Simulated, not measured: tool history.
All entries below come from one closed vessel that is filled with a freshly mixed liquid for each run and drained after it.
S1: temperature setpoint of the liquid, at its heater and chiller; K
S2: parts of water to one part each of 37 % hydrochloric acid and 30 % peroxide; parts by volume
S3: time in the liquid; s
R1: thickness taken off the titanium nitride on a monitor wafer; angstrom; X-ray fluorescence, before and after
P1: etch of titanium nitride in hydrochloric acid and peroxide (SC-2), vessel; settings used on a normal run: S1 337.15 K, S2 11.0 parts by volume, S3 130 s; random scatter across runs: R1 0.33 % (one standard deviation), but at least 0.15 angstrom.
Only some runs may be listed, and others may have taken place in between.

run 1 hour=7.8 | S1=337.15 S2=11.0 S3=130 | R1=127.340
run 2 hour=18.9 | S1=337.15 S2=16.5 S3=205 | R1=140.510
run 3 hour=25.8 | S1=337.15 S2=11.0 S3=130 | R1=127.270
run 4 hour=38.3 | S1=337.15 S2=11.0 S3=130 | R1=127.180
run 5 hour=50.3 | S1=321.65 S2=11.0 S3=130 | R1=47.551
run 6 hour=62.0 | S1=337.15 S2=11.0 S3=30 | R1=29.315
run 7 hour=67.9 | S1=337.15 S2=11.0 S3=130 | R1=127.040
run 8 hour=74.5 | S1=337.15 S2=11.0 S3=265 | R1=260.220
run 9 hour=80.6 | S1=337.15 S2=11.0 S3=130 | R1=127.430
run 10 hour=92.3 | S1=326.15 S2=7.0 S3=130 | R1=91.785
run 11 hour=100.7 | S1=337.15 S2=11.0 S3=130 | R1=127.880
run 12 hour=106.4 | S1=345.15 S2=11.0 S3=130 | R1=206.960
run 13 hour=117.5 | S1=337.15 S2=19.5 S3=130 | R1=77.128
run 14 hour=128.8 | S1=337.15 S2=4.0 S3=130 | R1=277.620
run 15 hour=138.3 | S1=337.15 S2=5.0 S3=30 | R1=54.712
run 16 hour=150.5 | S1=337.15 S2=11.0 S3=130 | R1=127.440
run 17 hour=162.5 | S1=337.15 S2=11.0 S3=130 | R1=132.120
run 18 hour=169.7 | S1=337.15 S2=11.0 S3=130 | R1=134.170
run 19 hour=180.5 | S1=337.15 S2=11.0 S3=130 | R1=134.810
run 20 hour=188.6 | S1=337.15 S2=11.0 S3=130 | R1=134.890
run 21 hour=196.9 | S1=337.15 S2=11.0 S3=130 | R1=135.950
run 22 hour=204.3 | S1=337.15 S2=11.0 S3=130 | R1=135.850
run 23 hour=214.5 | S1=337.15 S2=11.0 S3=130 | R1=136.680

What P1 gives has crept off from where it sat before. The 2 causes that follow fit the log equally well, each at the size noted:
A: chemicals flow above the setpoint (%) = 8.32
B: liquid hotter than its thermometer reads (K) = 1.1
At approximately hour 150.5, the process output began to creep.
The rest of the possible causes, and what rules out each one:
peroxide weaker than its label (%): cannot exceed 8; that much would move R1 by -7.4 %, which falls short of the creep or goes against it

Of the 4 check runs below, each run on 2 wafers with the results averaged and each result still a question mark, which one would tell the listed causes apart?
run check 1 hour=224.7 | S1=322.15 S2=4.0 S3=130 | R1=?
run check 2 hour=224.7 | S1=337.15 S2=18.5 S3=250 | R1=?
run check 3 hour=224.7 | S1=343.65 S2=14.5 S3=130 | R1=?
run check 4 hour=224.7 | S1=327.65 S2=11.0 S3=75 | R1=?

What each check would give under each cause:
check=check_1 result=R1 if_A=111.330 if_B=113.700
check=check_2 result=R1 if_A=167.110 if_B=166.330
check=check_3 result=R1 if_A=159.250 if_B=158.420
check=check_4 result=R1 if_A=43.240 if_B=43.409
Distance between the nearest two causes, measured in the result of the check that separates them most: check 1 2.1 %; check 2 0.47 %; check 3 0.53 %; check 4 0.39 %
Check 1 is the one run that separates the causes; every other check would come out nearly the same whichever cause is at work.

The results of check 1 are: R1 113.950 angstrom. Based on these, which of the listed causes is it?

The correct cause is B, namely: liquid hotter than its thermometer reads (K).
